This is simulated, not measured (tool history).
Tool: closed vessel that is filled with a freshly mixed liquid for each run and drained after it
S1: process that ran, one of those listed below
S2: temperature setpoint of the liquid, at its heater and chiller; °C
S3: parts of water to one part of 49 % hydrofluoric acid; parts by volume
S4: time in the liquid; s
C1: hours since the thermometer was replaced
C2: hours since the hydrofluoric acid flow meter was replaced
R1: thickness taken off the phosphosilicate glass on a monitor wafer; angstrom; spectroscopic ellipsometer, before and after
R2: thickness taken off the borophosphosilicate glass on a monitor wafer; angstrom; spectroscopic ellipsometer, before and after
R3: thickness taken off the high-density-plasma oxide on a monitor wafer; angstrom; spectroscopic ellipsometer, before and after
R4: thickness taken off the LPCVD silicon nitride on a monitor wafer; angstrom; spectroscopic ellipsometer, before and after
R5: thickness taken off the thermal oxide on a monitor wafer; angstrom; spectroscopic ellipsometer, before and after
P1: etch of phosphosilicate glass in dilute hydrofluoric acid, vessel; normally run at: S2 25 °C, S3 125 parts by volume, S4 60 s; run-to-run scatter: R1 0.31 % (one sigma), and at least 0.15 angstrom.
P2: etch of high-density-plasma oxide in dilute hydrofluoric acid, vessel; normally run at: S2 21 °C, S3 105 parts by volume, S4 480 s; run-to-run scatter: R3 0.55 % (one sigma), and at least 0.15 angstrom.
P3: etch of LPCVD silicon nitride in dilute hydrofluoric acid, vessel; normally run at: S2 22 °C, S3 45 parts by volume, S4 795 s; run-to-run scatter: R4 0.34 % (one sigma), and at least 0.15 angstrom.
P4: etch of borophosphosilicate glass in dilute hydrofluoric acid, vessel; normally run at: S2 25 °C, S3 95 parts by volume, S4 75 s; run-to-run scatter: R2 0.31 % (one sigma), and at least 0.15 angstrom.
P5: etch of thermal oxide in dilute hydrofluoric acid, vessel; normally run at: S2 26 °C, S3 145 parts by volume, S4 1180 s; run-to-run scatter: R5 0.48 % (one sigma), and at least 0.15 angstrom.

| run | day | S1 | S2 | S3 | S4 | C1 | C2 | R1 | R2 | R3 | R4 | R5 |
|---|---|---|---|---|---|---|---|---|---|---|---|---|
| 1 | 0.142 | P1 | 25 | 125 | 60 | 1717.8 | 820.7 | 807.03 |  |  |  |  |
| 2 | 0.392 | P1 | 29 | 125 | 60 | 1723.8 | 826.7 | 932.78 |  |  |  |  |
| 3 | 0.579 | P4 | 31.5 | 95 | 75 | 1728.3 | 831.2 |  | 701.97 |  |  |  |
| 4 | 0.754 | P4 | 25 | 95 | 110 | 1732.5 | 835.4 |  | 804.13 |  |  |  |
| 5 | 1 | P1 | 25 | 125 | 60 | 1738.4 | 841.3 | 807.14 |  |  |  |  |
| 6 | 1.196 | P1 | 25 | 205 | 105 | 1743.1 | 846 | 783.48 |  |  |  |  |
| 7 | 1.333 | P1 | 20 | 170 | 60 | 1746.4 | 849.3 | 459.51 |  |  |  |  |
| 8 | 1.521 | P2 | 21 | 55 | 480 | 1750.9 | 853.8 |  |  | 588.76 |  |  |
| 9 | 1.65 | P2 | 24.5 | 105 | 480 | 1754 | 856.9 |  |  | 329.67 |  |  |
| 10 | 1.888 | P4 | 25 | 95 | 75 | 1759.7 | 862.6 |  | 548.12 |  |  |  |
| 11 | 2.146 | P1 | 25 | 125 | 60 | 1765.9 | 868.8 | 801.94 |  |  |  |  |
| 12 | 2.333 | P1 | 25 | 25 | 60 | 1770.4 | 873.3 | 4588.4 |  |  |  |  |
| 13 | 2.471 | P2 | 21 | 105 | 480 | 1773.7 | 876.6 |  |  | 284.73 |  |  |
| 14 | 2.725 | P1 | 25 | 125 | 30 | 1779.8 | 882.7 | 400.71 |  |  |  |  |
| 15 | 2.846 | P3 | 22 | 75 | 795 | 1782.7 | 885.6 |  |  |  | 49.941 |  |
| 16 | 3.054 | P1 | 25 | 125 | 60 | 1787.7 | 890.6 | 802.71 |  |  |  |  |
| 17 | 3.3 | P1 | 25 | 125 | 60 | 1793.6 | 896.5 | 800.48 |  |  |  |  |
| 18 | 3.471 | P2 | 21 | 105 | 480 | 1797.7 | 900.6 |  |  | 285.36 |  |  |
| 19 | 3.6 | P2 | 21 | 105 | 270 | 1800.8 | 903.7 |  |  | 161.42 |  |  |
| 20 | 3.775 | P5 | 26 | 145 | 1180 | 1805 | 907.9 |  |  |  |  | 366.84 |
| 21 | 3.917 | P5 | 26 | 145 | 260 | 1808.4 | 911.3 |  |  |  |  | 81.177 |
| 22 | 4.054 | P1 | 19 | 125 | 60 | 1811.7 | 914.6 | 636.74 |  |  |  |  |
| 23 | 4.238 | P1 | 25 | 125 | 115 | 1816.1 | 919 | 1543.4 |  |  |  |  |
| 24 | 4.4 | P1 | 25 | 205 | 95 | 1820 | 922.9 | 709.19 |  |  |  |  |
| 25 | 4.575 | P3 | 22 | 45 | 795 | 1824.2 | 927.1 |  |  |  | 82.174 |  |
| 26 | 4.846 | P3 | 22 | 45 | 410 | 1830.7 | 933.6 |  |  |  | 42.653 |  |
| 27 | 5.083 | P1 | 25 | 125 | 60 | 1836.4 | 939.3 | 801.06 |  |  |  |  |
| 28 | 5.35 | P3 | 17.5 | 45 | 795 | 1842.8 | 945.7 |  |  |  | 60.279 |  |
| 29 | 5.588 | P3 | 22 | 45 | 795 | 1848.5 | 951.4 |  |  |  | 82.569 |  |
| 30 | 5.788 | P1 | 25 | 125 | 60 | 1853.3 | 956.2 | 806.54 |  |  |  |  |
| 31 | 6.017 | P5 | 33 | 145 | 1180 | 1858.8 | 961.7 |  |  |  |  | 474.7 |
| 32 | 6.208 | P4 | 25 | 95 | 75 | 1863.4 | 966.3 |  | 547.96 |  |  |  |
| 33 | 6.338 | P5 | 26 | 200 | 1180 | 1866.5 | 969.4 |  |  |  |  | 253.94 |
| 34 | 6.604 | P4 | 25 | 40 | 75 | 1872.9 | 975.8 |  | 1394.8 |  |  |  |
| 35 | 6.742 | P1 | 25 | 225 | 60 | 1876.2 | 979.1 | 398.3 |  |  |  |  |
| 36 | 7.008 | P5 | 26 | 145 | 1180 | 1882.6 | 985.5 |  |  |  |  | 373.14 |
| 37 | 7.138 | P1 | 25 | 125 | 60 | 1885.7 | 988.6 | 804.58 |  |  |  |  |
| 38 | 7.321 | P1 | 25 | 125 | 60 | 1890.1 | 993 | 832.67 |  |  |  |  |
| 39 | 7.575 | P1 | 25 | 125 | 60 | 1896.2 | 999.1 | 857.24 |  |  |  |  |
| 40 | 7.792 | P1 | 25 | 125 | 60 | 1901.4 | 1004.3 | 867.59 |  |  |  |  |
| 41 | 8.05 | P1 | 25 | 125 | 60 | 1907.6 | 1010.5 | 872.91 |  |  |  |  |
| 42 | 8.221 | P1 | 25 | 125 | 60 | 1911.7 | 1014.6 | 873.82 |  |  |  |  |
| 43 | 8.483 | P1 | 25 | 125 | 60 | 1918 | 1020.9 | 876.15 |  |  |  |  |

Forecast run 44:
| 44 | 8.738 | P1 | 25 | 125 | 60 | 1924.1 | 1027 | ? |  |  |  |  |

R1: 879.28 angstrom
